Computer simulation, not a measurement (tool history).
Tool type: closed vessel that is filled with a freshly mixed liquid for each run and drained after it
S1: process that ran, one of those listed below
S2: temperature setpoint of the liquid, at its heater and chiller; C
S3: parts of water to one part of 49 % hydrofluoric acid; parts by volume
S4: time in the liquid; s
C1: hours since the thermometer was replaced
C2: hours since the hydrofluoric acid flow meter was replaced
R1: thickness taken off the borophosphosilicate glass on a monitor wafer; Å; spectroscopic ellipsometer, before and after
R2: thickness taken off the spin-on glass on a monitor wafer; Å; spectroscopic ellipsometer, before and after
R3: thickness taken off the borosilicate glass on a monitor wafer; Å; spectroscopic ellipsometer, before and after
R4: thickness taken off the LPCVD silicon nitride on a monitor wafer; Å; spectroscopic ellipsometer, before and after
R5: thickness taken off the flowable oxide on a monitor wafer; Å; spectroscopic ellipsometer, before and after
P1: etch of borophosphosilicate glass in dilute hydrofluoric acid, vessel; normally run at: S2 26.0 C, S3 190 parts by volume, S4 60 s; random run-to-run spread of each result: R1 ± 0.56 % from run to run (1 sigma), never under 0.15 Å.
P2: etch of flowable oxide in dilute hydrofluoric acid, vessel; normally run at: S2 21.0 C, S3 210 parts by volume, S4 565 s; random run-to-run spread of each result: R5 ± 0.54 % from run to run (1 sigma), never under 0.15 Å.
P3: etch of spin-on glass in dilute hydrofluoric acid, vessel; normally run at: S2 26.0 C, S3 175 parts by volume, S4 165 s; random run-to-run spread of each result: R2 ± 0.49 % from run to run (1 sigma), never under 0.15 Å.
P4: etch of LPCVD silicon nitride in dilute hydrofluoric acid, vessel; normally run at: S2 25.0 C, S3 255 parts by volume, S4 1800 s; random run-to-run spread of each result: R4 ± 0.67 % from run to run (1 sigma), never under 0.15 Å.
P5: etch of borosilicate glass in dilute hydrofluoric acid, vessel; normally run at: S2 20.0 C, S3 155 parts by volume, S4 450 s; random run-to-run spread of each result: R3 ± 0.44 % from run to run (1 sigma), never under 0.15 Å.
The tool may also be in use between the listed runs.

{"run": 1, "hour": 4.0, "S1": "P1", "S2": 26.0, "S3": 190, "S4": 60, "C1": 1371.0, "C2": 643.1, "R1": 124.99}
{"run": 2, "hour": 10.1, "S1": "P3", "S2": 26.0, "S3": 280, "S4": 165, "C1": 1377.1, "C2": 649.2, "R2": 274.3}
{"run": 3, "hour": 16.6, "S1": "P5", "S2": 20.0, "S3": 155, "S4": 450, "C1": 1383.6, "C2": 655.7, "R3": 520.62}
{"run": 4, "hour": 22.0, "S1": "P4", "S2": 25.0, "S3": 255, "S4": 1800, "C1": 1389.0, "C2": 661.1, "R4": 37.486}
{"run": 5, "hour": 26.9, "S1": "P1", "S2": 26.0, "S3": 190, "S4": 60, "C1": 1393.9, "C2": 666.0, "R1": 126.71}
{"run": 6, "hour": 33.4, "S1": "P1", "S2": 26.0, "S3": 190, "S4": 60, "C1": 1400.4, "C2": 672.5, "R1": 126.26}
{"run": 7, "hour": 37.1, "S1": "P4", "S2": 25.0, "S3": 405, "S4": 1800, "C1": 1404.1, "C2": 676.2, "R4": 23.585}
{"run": 8, "hour": 40.6, "S1": "P3", "S2": 26.0, "S3": 175, "S4": 165, "C1": 1407.6, "C2": 679.7, "R2": 486.9}
{"run": 9, "hour": 44.6, "S1": "P1", "S2": 26.0, "S3": 190, "S4": 30, "C1": 1411.6, "C2": 683.7, "R1": 62.649}
{"run": 10, "hour": 49.8, "S1": "P2", "S2": 21.0, "S3": 210, "S4": 940, "C1": 1416.8, "C2": 688.9, "R5": 782.05}
{"run": 11, "hour": 53.0, "S1": "P4", "S2": 25.0, "S3": 255, "S4": 3510, "C1": 1420.0, "C2": 692.1, "R4": 73.184}
{"run": 12, "hour": 57.2, "S1": "P3", "S2": 26.0, "S3": 175, "S4": 90, "C1": 1424.2, "C2": 696.3, "R2": 268.17}
{"run": 13, "hour": 63.0, "S1": "P1", "S2": 26.0, "S3": 190, "S4": 60, "C1": 1430.0, "C2": 702.1, "R1": 125.78}
{"run": 14, "hour": 66.1, "S1": "P1", "S2": 19.0, "S3": 190, "S4": 30, "C1": 1433.1, "C2": 705.2, "R1": 48.606}
{"run": 15, "hour": 70.9, "S1": "P5", "S2": 20.0, "S3": 155, "S4": 40, "C1": 1437.9, "C2": 710.0, "R3": 45.915}
{"run": 16, "hour": 75.4, "S1": "P3", "S2": 18.5, "S3": 175, "S4": 165, "C1": 1442.4, "C2": 714.5, "R2": 365.98}
{"run": 17, "hour": 79.9, "S1": "P2", "S2": 21.0, "S3": 330, "S4": 565, "C1": 1446.9, "C2": 719.0, "R5": 266.76}
{"run": 18, "hour": 84.9, "S1": "P1", "S2": 26.0, "S3": 190, "S4": 60, "C1": 1451.9, "C2": 724.0, "R1": 126.49}
{"run": 19, "hour": 89.7, "S1": "P1", "S2": 26.0, "S3": 105, "S4": 60, "C1": 1456.7, "C2": 728.8, "R1": 251.85}
{"run": 20, "hour": 95.2, "S1": "P2", "S2": 25.0, "S3": 210, "S4": 565, "C1": 1462.2, "C2": 734.3, "R5": 542.43}
{"run": 21, "hour": 98.3, "S1": "P4", "S2": 33.0, "S3": 255, "S4": 1800, "C1": 1465.3, "C2": 737.4, "R4": 60.227}
{"run": 22, "hour": 104.5, "S1": "P2", "S2": 21.0, "S3": 210, "S4": 565, "C1": 1471.5, "C2": 743.6, "R5": 466.94}
{"run": 23, "hour": 110.0, "S1": "P1", "S2": 19.0, "S3": 190, "S4": 60, "C1": 1477.0, "C2": 749.1, "R1": 95.139}
{"run": 24, "hour": 116.5, "S1": "P1", "S2": 26.0, "S3": 190, "S4": 85, "C1": 1483.5, "C2": 755.6, "R1": 178.08}
{"run": 25, "hour": 122.7, "S1": "P4", "S2": 25.0, "S3": 255, "S4": 1800, "C1": 1489.7, "C2": 761.8, "R4": 37.479}
{"run": 26, "hour": 128.4, "S1": "P5", "S2": 17.0, "S3": 155, "S4": 450, "C1": 1495.4, "C2": 767.5, "R3": 461.63}
{"run": 27, "hour": 134.4, "S1": "P1", "S2": 26.0, "S3": 190, "S4": 60, "C1": 1501.4, "C2": 773.5, "R1": 126.78}
{"run": 28, "hour": 137.5, "S1": "P1", "S2": 26.0, "S3": 260, "S4": 60, "C1": 1504.5, "C2": 776.6, "R1": 85.345}
{"run": 29, "hour": 140.6, "S1": "P2", "S2": 21.0, "S3": 210, "S4": 565, "C1": 1507.6, "C2": 779.7, "R5": 469.42}
{"run": 30, "hour": 145.5, "S1": "P5", "S2": 20.0, "S3": 155, "S4": 450, "C1": 1512.5, "C2": 784.6, "R3": 521.03}
{"run": 31, "hour": 152.3, "S1": "P1", "S2": 32.5, "S3": 190, "S4": 60, "C1": 1519.3, "C2": 791.4, "R1": 159.0}
{"run": 32, "hour": 157.1, "S1": "P5", "S2": 20.0, "S3": 60, "S4": 450, "C1": 1524.1, "C2": 796.2, "R3": 1502.3}
{"run": 33, "hour": 163.8, "S1": "P1", "S2": 26.0, "S3": 190, "S4": 60, "C1": 1530.8, "C2": 802.9, "R1": 125.67}
{"run": 34, "hour": 168.9, "S1": "P1", "S2": 26.0, "S3": 190, "S4": 60, "C1": 1535.9, "C2": 808.0, "R1": 121.43}
{"run": 35, "hour": 173.8, "S1": "P1", "S2": 26.0, "S3": 190, "S4": 60, "C1": 1540.8, "C2": 812.9, "R1": 119.6}
{"run": 36, "hour": 177.0, "S1": "P1", "S2": 26.0, "S3": 190, "S4": 60, "C1": 1544.0, "C2": 816.1, "R1": 118.59}
{"run": 37, "hour": 183.7, "S1": "P1", "S2": 26.0, "S3": 190, "S4": 60, "C1": 1550.7, "C2": 822.8, "R1": 116.91}
{"run": 38, "hour": 188.2, "S1": "P1", "S2": 26.0, "S3": 190, "S4": 60, "C1": 1555.2, "C2": 827.3, "R1": 117.7}
{"run": 39, "hour": 194.2, "S1": "P1", "S2": 26.0, "S3": 190, "S4": 60, "C1": 1561.2, "C2": 833.3, "R1": 117.06}
{"run": 40, "hour": 199.3, "S1": "P1", "S2": 26.0, "S3": 190, "S4": 60, "C1": 1566.3, "C2": 838.4, "R1": 116.35}

P1 has crept away from where it was. The log is fitted equally well by each of these 2 causes, at the sizes shown:
A: liquid colder than its thermometer reads (K) = 1.94
B: hydrofluoric acid flow below the setpoint (%) = 5.67
At approximately hour 163.8, the process output began to creep.

Of the 4 check runs listed below, each run on one wafer and each result written as a question mark, which would let you distinguish the listed causes because they would give clearly different results?
{"run": "check 1", "hour": 204.4, "S1": "P5", "S2": 20.0, "S3": 155, "S4": 450, "R3": "?"}
{"run": "check 2", "hour": 204.4, "S1": "P4", "S2": 25.0, "S3": 255, "S4": 1800, "R4": "?"}
{"run": "check 3", "hour": 204.4, "S1": "P3", "S2": 26.0, "S3": 175, "S4": 165, "R2": "?"}
{"run": "check 4", "hour": 204.4, "S1": "P2", "S2": 21.0, "S3": 210, "S4": 565, "R5": "?"}

Expected result of each check under each candidate cause:
check=check_1 result=R3 if_A=480.390 if_B=485.100
check=check_2 result=R4 if_A=33.308 if_B=35.440
check=check_3 result=R2 if_A=455.23 if_B=455.97
check=check_4 result=R5 if_A=434.36 if_B=435.94
Distance between the nearest two causes, measured in the result of the check that separates them most: check 1 0.97 %; check 2 6.2 %; check 3 0.16 %; check 4 0.36 %
Only in check 2 would the causes give clearly different results; in the remaining checks their results would be nearly the same.

The results of check 2 are: R4 35.596 Å. Based on these, which of the listed causes is it?

Of the candidate causes, it is B: hydrofluoric acid flow below the setpoint (%).

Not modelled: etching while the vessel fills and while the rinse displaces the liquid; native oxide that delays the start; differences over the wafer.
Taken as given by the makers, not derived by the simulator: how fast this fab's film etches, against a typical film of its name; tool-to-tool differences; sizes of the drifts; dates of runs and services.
